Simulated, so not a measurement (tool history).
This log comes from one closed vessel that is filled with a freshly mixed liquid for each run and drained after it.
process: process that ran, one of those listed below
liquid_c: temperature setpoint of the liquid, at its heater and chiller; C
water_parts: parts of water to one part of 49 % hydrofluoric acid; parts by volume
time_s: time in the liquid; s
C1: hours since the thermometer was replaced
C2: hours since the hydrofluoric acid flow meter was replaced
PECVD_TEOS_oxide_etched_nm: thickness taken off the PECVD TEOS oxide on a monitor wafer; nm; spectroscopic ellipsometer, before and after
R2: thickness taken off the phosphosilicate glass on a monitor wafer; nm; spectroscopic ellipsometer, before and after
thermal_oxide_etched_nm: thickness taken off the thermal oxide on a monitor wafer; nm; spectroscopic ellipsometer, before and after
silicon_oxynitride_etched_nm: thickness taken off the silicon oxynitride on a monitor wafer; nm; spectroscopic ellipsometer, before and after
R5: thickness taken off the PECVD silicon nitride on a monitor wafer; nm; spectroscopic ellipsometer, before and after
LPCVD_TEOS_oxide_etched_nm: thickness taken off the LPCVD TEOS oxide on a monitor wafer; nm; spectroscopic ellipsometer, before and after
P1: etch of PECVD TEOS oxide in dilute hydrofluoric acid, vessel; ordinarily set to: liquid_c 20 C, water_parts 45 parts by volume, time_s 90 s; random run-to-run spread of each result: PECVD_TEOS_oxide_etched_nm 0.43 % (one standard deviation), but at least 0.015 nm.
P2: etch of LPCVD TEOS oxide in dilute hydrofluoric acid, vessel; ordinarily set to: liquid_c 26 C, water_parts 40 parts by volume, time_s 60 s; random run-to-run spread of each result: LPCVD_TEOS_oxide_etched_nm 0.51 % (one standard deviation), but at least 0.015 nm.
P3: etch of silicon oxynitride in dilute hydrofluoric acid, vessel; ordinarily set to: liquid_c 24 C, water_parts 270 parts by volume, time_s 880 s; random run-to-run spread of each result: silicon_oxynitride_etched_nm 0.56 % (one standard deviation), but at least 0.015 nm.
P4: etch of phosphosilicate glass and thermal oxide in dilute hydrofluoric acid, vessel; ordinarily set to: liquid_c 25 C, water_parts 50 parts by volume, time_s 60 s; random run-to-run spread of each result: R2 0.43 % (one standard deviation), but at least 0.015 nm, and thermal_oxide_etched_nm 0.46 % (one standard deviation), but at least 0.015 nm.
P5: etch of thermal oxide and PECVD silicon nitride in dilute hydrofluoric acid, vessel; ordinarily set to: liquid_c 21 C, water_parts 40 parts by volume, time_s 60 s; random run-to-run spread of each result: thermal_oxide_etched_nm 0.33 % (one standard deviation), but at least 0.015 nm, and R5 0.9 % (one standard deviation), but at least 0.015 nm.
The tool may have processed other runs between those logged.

{"run": 1, "hour": 4.6, "process": "P1", "liquid_c": 20, "water_parts": 45, "time_s": 90, "C1": 1134.9, "C2": 730, "PECVD_TEOS_oxide_etched_nm": 36.307}
{"run": 2, "hour": 8.6, "process": "P4", "liquid_c": 25, "water_parts": 50, "time_s": 35, "C1": 1138.9, "C2": 734, "R2": 108.92, "thermal_oxide_etched_nm": 3.4486}
{"run": 3, "hour": 13.8, "process": "P1", "liquid_c": 20, "water_parts": 45, "time_s": 150, "C1": 1144.1, "C2": 739.2, "PECVD_TEOS_oxide_etched_nm": 60.035}
{"run": 4, "hour": 16.7, "process": "P3", "liquid_c": 24, "water_parts": 450, "time_s": 880, "C1": 1147, "C2": 742.1, "silicon_oxynitride_etched_nm": 2.2568}
{"run": 5, "hour": 20.6, "process": "P5", "liquid_c": 21, "water_parts": 40, "time_s": 60, "C1": 1150.9, "C2": 746, "thermal_oxide_etched_nm": 6.6911, "R5": 3.043}
{"run": 6, "hour": 25.8, "process": "P4", "liquid_c": 20, "water_parts": 50, "time_s": 60, "C1": 1156.1, "C2": 751.2, "R2": 151.84, "thermal_oxide_etched_nm": 4.8105}
{"run": 7, "hour": 29.3, "process": "P2", "liquid_c": 26, "water_parts": 65, "time_s": 60, "C1": 1159.6, "C2": 754.7, "LPCVD_TEOS_oxide_etched_nm": 24.682}
{"run": 8, "hour": 32.8, "process": "P5", "liquid_c": 17, "water_parts": 40, "time_s": 60, "C1": 1163.1, "C2": 758.2, "thermal_oxide_etched_nm": 5.6416, "R5": 2.2976}
{"run": 9, "hour": 36.8, "process": "P1", "liquid_c": 25, "water_parts": 45, "time_s": 45, "C1": 1167.1, "C2": 762.2, "PECVD_TEOS_oxide_etched_nm": 22.386}
{"run": 10, "hour": 41.3, "process": "P5", "liquid_c": 21, "water_parts": 40, "time_s": 30, "C1": 1171.6, "C2": 766.7, "thermal_oxide_etched_nm": 3.3518, "R5": 1.5273}
{"run": 11, "hour": 46.6, "process": "P1", "liquid_c": 20, "water_parts": 45, "time_s": 90, "C1": 1176.9, "C2": 772, "PECVD_TEOS_oxide_etched_nm": 36.227}
{"run": 12, "hour": 50.4, "process": "P1", "liquid_c": 20, "water_parts": 45, "time_s": 90, "C1": 1180.7, "C2": 775.8, "PECVD_TEOS_oxide_etched_nm": 35.93}
{"run": 13, "hour": 53.6, "process": "P2", "liquid_c": 26, "water_parts": 40, "time_s": 95, "C1": 1183.9, "C2": 779, "LPCVD_TEOS_oxide_etched_nm": 65.236}
{"run": 14, "hour": 57.8, "process": "P3", "liquid_c": 24, "water_parts": 270, "time_s": 200, "C1": 1188.1, "C2": 783.2, "silicon_oxynitride_etched_nm": 0.96444}
{"run": 15, "hour": 61.6, "process": "P1", "liquid_c": 25, "water_parts": 45, "time_s": 90, "C1": 1191.9, "C2": 787, "PECVD_TEOS_oxide_etched_nm": 44.677}
{"run": 16, "hour": 66.9, "process": "P3", "liquid_c": 18, "water_parts": 270, "time_s": 880, "C1": 1197.2, "C2": 792.3, "silicon_oxynitride_etched_nm": 3.2235}
{"run": 17, "hour": 71.5, "process": "P5", "liquid_c": 21, "water_parts": 40, "time_s": 60, "C1": 1201.8, "C2": 796.9, "thermal_oxide_etched_nm": 6.7106, "R5": 3.0342}
{"run": 18, "hour": 76.8, "process": "P1", "liquid_c": 20, "water_parts": 45, "time_s": 90, "C1": 1207.1, "C2": 802.2, "PECVD_TEOS_oxide_etched_nm": 36.052}
{"run": 19, "hour": 79.8, "process": "P1", "liquid_c": 20, "water_parts": 20, "time_s": 90, "C1": 1210.1, "C2": 805.2, "PECVD_TEOS_oxide_etched_nm": 82.984}
{"run": 20, "hour": 82.9, "process": "P1", "liquid_c": 20, "water_parts": 45, "time_s": 90, "C1": 1213.2, "C2": 808.3, "PECVD_TEOS_oxide_etched_nm": 35.956}
{"run": 21, "hour": 86.9, "process": "P1", "liquid_c": 20, "water_parts": 45, "time_s": 90, "C1": 1217.2, "C2": 812.3, "PECVD_TEOS_oxide_etched_nm": 36.264}
{"run": 22, "hour": 91.9, "process": "P1", "liquid_c": 20, "water_parts": 45, "time_s": 30, "C1": 1222.2, "C2": 817.3, "PECVD_TEOS_oxide_etched_nm": 12.144}
{"run": 23, "hour": 95.6, "process": "P2", "liquid_c": 20, "water_parts": 40, "time_s": 60, "C1": 1225.9, "C2": 821, "LPCVD_TEOS_oxide_etched_nm": 32.209}
{"run": 24, "hour": 100.4, "process": "P1", "liquid_c": 17, "water_parts": 20, "time_s": 90, "C1": 1230.7, "C2": 825.8, "PECVD_TEOS_oxide_etched_nm": 73.686}
{"run": 25, "hour": 103.9, "process": "P1", "liquid_c": 20, "water_parts": 45, "time_s": 90, "C1": 1234.2, "C2": 829.3, "PECVD_TEOS_oxide_etched_nm": 36.025}
{"run": 26, "hour": 108.6, "process": "P1", "liquid_c": 20, "water_parts": 60, "time_s": 90, "C1": 1238.9, "C2": 834, "PECVD_TEOS_oxide_etched_nm": 26.692}
{"run": 27, "hour": 112.3, "process": "P3", "liquid_c": 24, "water_parts": 270, "time_s": 880, "C1": 1242.6, "C2": 837.7, "silicon_oxynitride_etched_nm": 4.2155}
{"run": 28, "hour": 116.6, "process": "P4", "liquid_c": 25, "water_parts": 20, "time_s": 60, "C1": 1246.9, "C2": 842, "R2": 485.12, "thermal_oxide_etched_nm": 15.482}
{"run": 29, "hour": 121.3, "process": "P5", "liquid_c": 21, "water_parts": 20, "time_s": 60, "C1": 1251.6, "C2": 846.7, "thermal_oxide_etched_nm": 13.699, "R5": 5.9771}
{"run": 30, "hour": 125.9, "process": "P1", "liquid_c": 17, "water_parts": 45, "time_s": 90, "C1": 1256.2, "C2": 851.3, "PECVD_TEOS_oxide_etched_nm": 31.58}
{"run": 31, "hour": 131.0, "process": "P2", "liquid_c": 26, "water_parts": 40, "time_s": 60, "C1": 1261.3, "C2": 856.4, "LPCVD_TEOS_oxide_etched_nm": 41.074}
{"run": 32, "hour": 135.7, "process": "P4", "liquid_c": 25, "water_parts": 50, "time_s": 60, "C1": 1266, "C2": 861.1, "R2": 187.35, "thermal_oxide_etched_nm": 5.9583}
{"run": 33, "hour": 139.1, "process": "P1", "liquid_c": 20, "water_parts": 45, "time_s": 90, "C1": 1269.4, "C2": 864.5, "PECVD_TEOS_oxide_etched_nm": 36.026}
{"run": 34, "hour": 142.5, "process": "P1", "liquid_c": 20, "water_parts": 45, "time_s": 90, "C1": 1272.8, "C2": 867.9, "PECVD_TEOS_oxide_etched_nm": 34.254}
{"run": 35, "hour": 147.0, "process": "P1", "liquid_c": 20, "water_parts": 45, "time_s": 90, "C1": 1277.3, "C2": 872.4, "PECVD_TEOS_oxide_etched_nm": 33.153}
{"run": 36, "hour": 150.1, "process": "P1", "liquid_c": 20, "water_parts": 45, "time_s": 90, "C1": 1280.4, "C2": 875.5, "PECVD_TEOS_oxide_etched_nm": 32.697}
{"run": 37, "hour": 152.7, "process": "P1", "liquid_c": 20, "water_parts": 45, "time_s": 90, "C1": 1283, "C2": 878.1, "PECVD_TEOS_oxide_etched_nm": 32.746}
{"run": 38, "hour": 156.1, "process": "P1", "liquid_c": 20, "water_parts": 45, "time_s": 90, "C1": 1286.4, "C2": 881.5, "PECVD_TEOS_oxide_etched_nm": 32.595}
{"run": 39, "hour": 159.1, "process": "P1", "liquid_c": 20, "water_parts": 45, "time_s": 90, "C1": 1289.4, "C2": 884.5, "PECVD_TEOS_oxide_etched_nm": 32.579}

The output of P1 has drifted from where it used to be. Each of the 2 causes below, taken at the size shown beside it, accounts for the log equally well:
A: hydrofluoric acid flow below the setpoint (%) = 8.99
B: liquid colder than its thermometer reads (K) = 2.32
The onset of the drift is placed at about hour 139.1.

Below are 4 check runs, each averaged over 2 wafers, with their results shown as question marks. Which of them would give clearly different results depending on which cause is behind the drift?
{"run": "check 1", "hour": 162.1, "process": "P3", "liquid_c": 24, "water_parts": 270, "time_s": 880, "silicon_oxynitride_etched_nm": "?"}
{"run": "check 2", "hour": 162.1, "process": "P5", "liquid_c": 21, "water_parts": 40, "time_s": 60, "thermal_oxide_etched_nm": "?", "R5": "?"}
{"run": "check 3", "hour": 162.1, "process": "P2", "liquid_c": 26, "water_parts": 40, "time_s": 60, "LPCVD_TEOS_oxide_etched_nm": "?"}
{"run": "check 4", "hour": 162.1, "process": "P4", "liquid_c": 25, "water_parts": 50, "time_s": 60, "R2": "?", "thermal_oxide_etched_nm": "?"}

Expected result of each check under each candidate cause:
check=check_1 result=silicon_oxynitride_etched_nm if_A=3.7781 if_B=3.8221
check=check_2 result=thermal_oxide_etched_nm if_A=6.0418 if_B=6.04
check=check_2 result=R5 if_A=2.8002 if_B=2.6092
check=check_3 result=LPCVD_TEOS_oxide_etched_nm if_A=37.397 if_B=37.551
check=check_4 result=R2 if_A=169.48 if_B=170.38
check=check_4 result=thermal_oxide_etched_nm if_A=5.38 if_B=5.4087
Gap, in per cent, between the two causes that each check separates least, read from the result that separates them most: check 1 1.16 %; check 2 7.06 %; check 3 0.41 %; check 4 0.53 %
Check 2 tells the causes apart: in the others they would give nearly the same result.

Check 2 was then run and gave: thermal_oxide_etched_nm 6.0427 nm; R5 2.6105 nm. Which cause is it?

Of the candidate causes, it is B: liquid colder than its thermometer reads (K).
